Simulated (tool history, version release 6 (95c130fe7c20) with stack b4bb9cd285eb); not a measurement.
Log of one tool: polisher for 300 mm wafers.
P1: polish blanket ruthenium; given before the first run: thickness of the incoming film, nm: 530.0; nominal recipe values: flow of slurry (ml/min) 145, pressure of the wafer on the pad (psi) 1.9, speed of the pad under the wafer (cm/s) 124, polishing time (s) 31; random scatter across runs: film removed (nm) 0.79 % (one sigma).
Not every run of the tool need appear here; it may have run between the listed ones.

run   hour  flow of slurry (ml/min)  pressure of the wafer on the pad (psi)  speed of the pad under the wafer (cm/s)  polishing time (s)  wafers polished on this pad  hours since the slurry nozzle was cleaned  hours since the head pressure was calibrated  film removed (nm)
  1   15.2                      145                                     1.9                                      124                  31                          505                                      200.1                                         310.2             33.614
  2   30.2                      145                                     1.9                                      124                  31                          629                                      215.1                                         325.2             33.326
  3   42.7                       85                                     1.9                                      124                  31                          732                                      227.6                                         337.7             29.359
  4   55.8                      145                                     0.9                                       70                  31                          840                                      240.7                                         350.8             9.0051
  5     74                      145                                     2.7                                      124                  31                          991                                      258.9                                           369             47.256
  6   92.6                      145                                     1.9                                      124                  31                         1144                                      277.5                                         387.6             33.265
  7    105                      145                                     1.9                                      124                  31                         1247                                      289.9                                           400             33.556
  8  114.6                      145                                     1.9                                      124                  31                         1326                                      299.5                                         409.6             33.542
  9  132.9                      145                                     1.9                                       66                  31                         1477                                      317.8                                         427.9             17.946
 10    150                      145                                     1.9                                      124                  49                         1618                                      334.9                                           445              52.18
 11  162.1                      145                                     1.9                                      158                  31                         1718                                        347                                         457.1             42.498
 12  179.1                      145                                     1.4                                      124                  16                         1859                                        364                                         474.1             12.773
 13  187.7                      205                                     1.9                                      124                  31                         1930                                      372.6                                         482.7             35.215
 14  199.9                      185                                     0.9                                      124                  31                         2031                                      384.8                                         494.9             16.451
 15  209.9                      145                                     1.9                                      124                  16                         2113                                      394.8                                         504.9             17.168
 16  220.4                      145                                       1                                      124                  31                         2200                                      405.3                                         515.4             17.387
 17  234.5                      145                                     1.9                                      124                  31                         2317                                      419.4                                         529.5             33.225
 18  248.3                      145                                     1.9                                      124                  31                         2431                                      433.2                                         543.3             32.751
 19  263.6                      145                                     1.9                                      124                  31                         2557                                      448.5                                         558.6             32.094
 20    276                      145                                     1.9                                      124                  31                         2659                                      460.9                                           571             31.201
 21  294.8                      145                                     1.9                                      124                  31                         2815                                      479.7                                         589.8             31.788
     295.7  -- head pressure recalibrated
 22  307.5                      145                                     1.9                                      124                  31                         2920                                      492.4                                          11.8             31.059
 23  325.3                      145                                     1.9                                      124                  31                         3067                                      510.2                                          29.6             30.847
 24  341.9                      145                                     1.9                                      124                  31                         3204                                      526.8                                          46.2             31.031
 25  358.6                      145                                     1.9                                      124                  31                         3342                                      543.5                                          62.9             31.125
 26  373.5                      145                                     1.9                                      124                  31                         3465                                      558.4                                          77.8              31.09

The output of P1 has drifted from where it used to be. Each of the 2 causes below, taken at the size shown beside it, accounts for the log equally well:
A: slurry flow missing at the pad, % = 31.5
B: removal rate lost through wear of the pad, % = 7.72
At approximately hour 234.5, the process output began to creep.
The rest of the possible causes, and what rules out each one:
head's pressure below its setpoint, %: its service at hour 295.7 followed the start of the drift and did not put the process back to its old value

You are offered 4 check runs, listed below with question marks in place of their results; each one averages 3 wafers. Which run separates the listed causes by giving clearly different results for each?
check 1  388.4                      145                                     2.5                                      124                  31                                                                                                                                        ?
check 2  388.4                       95                                     1.9                                      124                  31                                                                                                                                        ?
check 3  388.4                      145                                     1.9                                      150                  31                                                                                                                                        ?
check 4  388.4                      145                                     2.4                                      124                  31                                                                                                                                        ?

What each check would give under each cause:
  check             result    if A    if B
check 1  film removed (nm)  40.644  40.636
check 2  film removed (nm)  27.196  28.184
check 3  film removed (nm)  37.366  37.359
check 4  film removed (nm)  39.018   39.01
Per check, the gap between the least separated pair of causes, taken in the result that splits them most: check 1 0.02 %; check 2 3.57 %; check 3 0.02 %; check 4 0.02 %
Only in check 2 would the causes give clearly different results; in the remaining checks their results would be nearly the same.

Check 2 has now been run. It gave: film removed (nm) 28.4. Which of the candidate causes is it?

It was cause B: removal rate lost through wear of the pad, %.
